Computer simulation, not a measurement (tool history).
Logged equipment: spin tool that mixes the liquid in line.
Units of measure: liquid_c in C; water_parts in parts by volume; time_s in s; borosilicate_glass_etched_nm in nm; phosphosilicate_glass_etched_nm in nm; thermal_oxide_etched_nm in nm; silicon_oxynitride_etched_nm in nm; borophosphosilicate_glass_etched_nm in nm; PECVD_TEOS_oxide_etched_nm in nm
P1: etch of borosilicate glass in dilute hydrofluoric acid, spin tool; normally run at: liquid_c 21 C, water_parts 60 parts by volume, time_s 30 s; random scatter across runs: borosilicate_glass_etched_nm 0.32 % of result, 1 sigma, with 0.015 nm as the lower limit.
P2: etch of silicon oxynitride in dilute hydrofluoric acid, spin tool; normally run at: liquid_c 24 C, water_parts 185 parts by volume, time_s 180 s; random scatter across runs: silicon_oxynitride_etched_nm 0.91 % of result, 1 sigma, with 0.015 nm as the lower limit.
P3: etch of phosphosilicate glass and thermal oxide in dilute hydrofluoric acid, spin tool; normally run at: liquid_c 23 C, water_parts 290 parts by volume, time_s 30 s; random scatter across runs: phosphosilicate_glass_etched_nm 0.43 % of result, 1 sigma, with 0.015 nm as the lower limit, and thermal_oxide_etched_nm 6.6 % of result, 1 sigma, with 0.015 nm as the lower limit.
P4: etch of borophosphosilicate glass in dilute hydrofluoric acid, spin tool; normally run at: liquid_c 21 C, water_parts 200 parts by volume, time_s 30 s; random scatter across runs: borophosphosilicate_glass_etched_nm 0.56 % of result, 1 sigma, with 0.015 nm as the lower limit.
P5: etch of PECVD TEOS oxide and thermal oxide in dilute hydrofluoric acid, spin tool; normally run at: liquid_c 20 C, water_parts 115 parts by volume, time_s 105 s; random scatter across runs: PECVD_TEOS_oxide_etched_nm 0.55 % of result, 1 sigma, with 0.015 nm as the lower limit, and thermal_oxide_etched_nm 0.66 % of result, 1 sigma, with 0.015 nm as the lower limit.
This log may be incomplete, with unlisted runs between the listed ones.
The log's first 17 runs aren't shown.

run   hour  process  liquid_c  water_parts  time_s  hours since the thermometer was replaced  hours since the hydrofluoric acid flow meter was replaced  borosilicate_glass_etched_nm  phosphosilicate_glass_etched_nm  thermal_oxide_etched_nm  silicon_oxynitride_etched_nm  borophosphosilicate_glass_etched_nm  PECVD_TEOS_oxide_etched_nm
 18  131.2       P3        23          290      30                                      53.4                                                      402.9                                                         15.852                    0.351
 19  140.1       P3        23          455      30                                      62.3                                                      411.8                                                         8.8468                  0.22305
 20  147.9       P1        21           20      30                                      70.1                                                      419.6                        54.081
 21  158.3       P1        21           60      55                                      80.5                                                        430                        31.624
 22  166.8       P5      25.5          115     105                                        89                                                      438.5                                                                                  4.4207                                                                                         19.128
 23  173.8       P5        20           30     105                                        96                                                      445.5                                                                                  15.232                                                                                         64.886
 24  180.7       P1        21           60      15                                     102.9                                                      452.4                        8.5461
 25  190.7       P1        17           60      30                                     112.9                                                      462.4                        14.409
 26  197.3       P4        21          200      60                                     119.5                                                        469                                                                                                                                                     14.585
 27  203.8       P1        17           60      55                                       126                                                      475.5                        26.518
 28  209.6       P1        26           85      30                                     131.8                                                      481.3                        14.291

Forecast run 29:
 29  217.9       P2        24          185     340                                     140.1                                                      489.6                                                                                                                     ?

silicon_oxynitride_etched_nm: 5.5656 nm
